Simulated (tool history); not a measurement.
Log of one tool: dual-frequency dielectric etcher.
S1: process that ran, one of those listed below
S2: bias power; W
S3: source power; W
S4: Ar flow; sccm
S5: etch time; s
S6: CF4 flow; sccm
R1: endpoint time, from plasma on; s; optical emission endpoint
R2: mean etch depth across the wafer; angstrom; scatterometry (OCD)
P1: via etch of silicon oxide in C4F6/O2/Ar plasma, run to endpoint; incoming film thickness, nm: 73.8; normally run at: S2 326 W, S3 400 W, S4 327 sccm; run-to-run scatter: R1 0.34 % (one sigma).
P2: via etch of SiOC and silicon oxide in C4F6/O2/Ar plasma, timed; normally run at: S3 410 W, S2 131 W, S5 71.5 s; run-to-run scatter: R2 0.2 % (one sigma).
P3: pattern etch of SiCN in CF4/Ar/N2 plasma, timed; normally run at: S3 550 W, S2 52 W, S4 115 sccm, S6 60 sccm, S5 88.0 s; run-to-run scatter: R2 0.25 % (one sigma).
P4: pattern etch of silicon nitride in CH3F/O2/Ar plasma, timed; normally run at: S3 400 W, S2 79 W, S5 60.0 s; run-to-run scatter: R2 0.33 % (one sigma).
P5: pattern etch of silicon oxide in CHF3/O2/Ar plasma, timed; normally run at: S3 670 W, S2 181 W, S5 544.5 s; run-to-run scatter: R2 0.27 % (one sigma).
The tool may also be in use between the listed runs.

{"run": 1, "day": 0.15, "S1": "P1", "S2": 326, "S3": 400, "S4": 327, "R1": 19.034}
{"run": 2, "day": 0.288, "S1": "P1", "S2": 326, "S3": 400, "S4": 327, "R1": 18.94}
{"run": 3, "day": 0.442, "S1": "P5", "S2": 181, "S3": 800, "S5": 544.5, "R2": 12349.0}
{"run": 4, "day": 0.612, "S1": "P5", "S2": 247, "S3": 670, "S5": 544.5, "R2": 12834.0}
{"run": 5, "day": 0.788, "S1": "P3", "S2": 52, "S3": 550, "S4": 115, "S5": 48.5, "S6": 60, "R2": 426.42}
{"run": 6, "day": 0.929, "S1": "P3", "S2": 52, "S3": 680, "S4": 115, "S5": 88.0, "S6": 60, "R2": 934.0}
{"run": 7, "day": 1.217, "S1": "P1", "S2": 326, "S3": 490, "S4": 327, "R1": 17.513}
{"run": 8, "day": 1.388, "S1": "P1", "S2": 260, "S3": 400, "S4": 327, "R1": 20.585}
{"run": 9, "day": 1.671, "S1": "P1", "S2": 326, "S3": 310, "S4": 327, "R1": 20.907}
{"run": 10, "day": 1.975, "S1": "P5", "S2": 181, "S3": 670, "S5": 809.0, "R2": 17150.0}
{"run": 11, "day": 2.292, "S1": "P3", "S2": 52, "S3": 550, "S4": 115, "S5": 88.0, "S6": 60, "R2": 774.09}
{"run": 12, "day": 2.475, "S1": "P1", "S2": 326, "S3": 400, "S4": 451, "R1": 19.636}
{"run": 13, "day": 2.654, "S1": "P3", "S2": 36, "S3": 550, "S4": 115, "S5": 88.0, "S6": 60, "R2": 687.02}
{"run": 14, "day": 2.812, "S1": "P4", "S2": 79, "S3": 560, "S5": 60.0, "R2": 491.36}
{"run": 15, "day": 3.046, "S1": "P1", "S2": 431, "S3": 400, "S4": 327, "R1": 17.138}
{"run": 16, "day": 3.2, "S1": "P4", "S2": 79, "S3": 400, "S5": 60.0, "R2": 432.73}
{"run": 17, "day": 3.346, "S1": "P2", "S2": 131, "S3": 410, "S5": 39.5, "R2": 398.36}
{"run": 18, "day": 3.6, "S1": "P4", "S2": 79, "S3": 400, "S5": 33.0, "R2": 238.04}
{"run": 19, "day": 3.875, "S1": "P4", "S2": 95, "S3": 400, "S5": 60.0, "R2": 458.66}
{"run": 20, "day": 4.158, "S1": "P2", "S2": 131, "S3": 410, "S5": 71.5, "R2": 721.8}
{"run": 21, "day": 4.467, "S1": "P3", "S2": 52, "S3": 550, "S4": 159, "S5": 88.0, "S6": 60, "R2": 725.78}
{"run": 22, "day": 4.638, "S1": "P1", "S2": 326, "S3": 400, "S4": 225, "R1": 18.156}
{"run": 23, "day": 4.862, "S1": "P1", "S2": 406, "S3": 400, "S4": 424, "R1": 17.969}
{"run": 24, "day": 5.008, "S1": "P2", "S2": 184, "S3": 410, "S5": 71.5, "R2": 802.2}
{"run": 25, "day": 5.188, "S1": "P4", "S2": 79, "S3": 400, "S5": 60.0, "R2": 433.06}
{"run": 26, "day": 5.462, "S1": "P2", "S2": 131, "S3": 330, "S5": 71.5, "R2": 662.41}

Forecast run 27:
{"run": 27, "day": 5.658, "S1": "P3", "S2": 52, "S3": 550, "S4": 115, "S5": 88.0, "S6": 42, "R2": "?"}

R2: 721.42 angstrom
